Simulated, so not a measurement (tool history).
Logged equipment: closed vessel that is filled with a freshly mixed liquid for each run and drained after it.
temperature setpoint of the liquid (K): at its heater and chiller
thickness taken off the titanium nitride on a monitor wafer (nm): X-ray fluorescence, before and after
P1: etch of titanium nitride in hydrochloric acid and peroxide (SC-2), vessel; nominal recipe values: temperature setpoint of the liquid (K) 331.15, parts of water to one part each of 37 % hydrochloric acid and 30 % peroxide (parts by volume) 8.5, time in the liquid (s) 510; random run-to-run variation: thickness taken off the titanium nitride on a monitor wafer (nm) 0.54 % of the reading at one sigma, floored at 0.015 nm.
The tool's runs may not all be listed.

run   hour  temperature setpoint of the liquid (K)  parts of water to one part each of 37 % hydrochloric acid and 30 % peroxide (parts by volume)  time in the liquid (s)  thickness taken off the titanium nitride on a monitor wafer (nm)
  1    7.2                                  331.15                                                                                            8.5                     510                                                            30.783
  2   15.1                                  331.15                                                                                              4                     510                                                            53.966
  3   25.1                                  331.15                                                                                            8.5                     510                                                            30.935
  4   38.6                                  331.15                                                                                            8.5                     995                                                            60.197
  5   47.7                                  331.15                                                                                           12.5                     910                                                            39.742
  6   55.7                                  331.15                                                                                            8.5                     510                                                            30.782
  7   64.2                                  331.15                                                                                            8.5                     190                                                            11.551
  8   78.9                                  324.65                                                                                            8.5                     295                                                            11.715
  9   90.7                                  331.15                                                                                            8.5                     510                                                             30.68
 10   98.3                                  331.15                                                                                           14.5                     510                                                            19.466
 11  111.4                                  317.65                                                                                            8.5                     510                                                            12.657
 12  118.3                                  345.15                                                                                            8.5                     510                                                            72.347
 13  132.5                                  331.15                                                                                            8.5                     510                                                            30.386
 14  145.6                                  331.15                                                                                            8.5                     510                                                            29.566
 15  154.6                                  331.15                                                                                            8.5                     510                                                            28.888
     163.8  -- new drum of peroxide connected
 16  165.3                                  331.15                                                                                            8.5                     510                                                            28.705
 17  180.2                                  331.15                                                                                            8.5                     510                                                             28.34
 18  190.5                                  331.15                                                                                            8.5                     510                                                            28.241
 19  201.9                                  331.15                                                                                            8.5                     510                                                            28.338

For run 20, what comes out?
 20  213.1                                  331.15                                                                                            8.5                     510                                                                 ?

Run 20 came out at thickness taken off the titanium nitride on a monitor wafer (nm) 28.309.

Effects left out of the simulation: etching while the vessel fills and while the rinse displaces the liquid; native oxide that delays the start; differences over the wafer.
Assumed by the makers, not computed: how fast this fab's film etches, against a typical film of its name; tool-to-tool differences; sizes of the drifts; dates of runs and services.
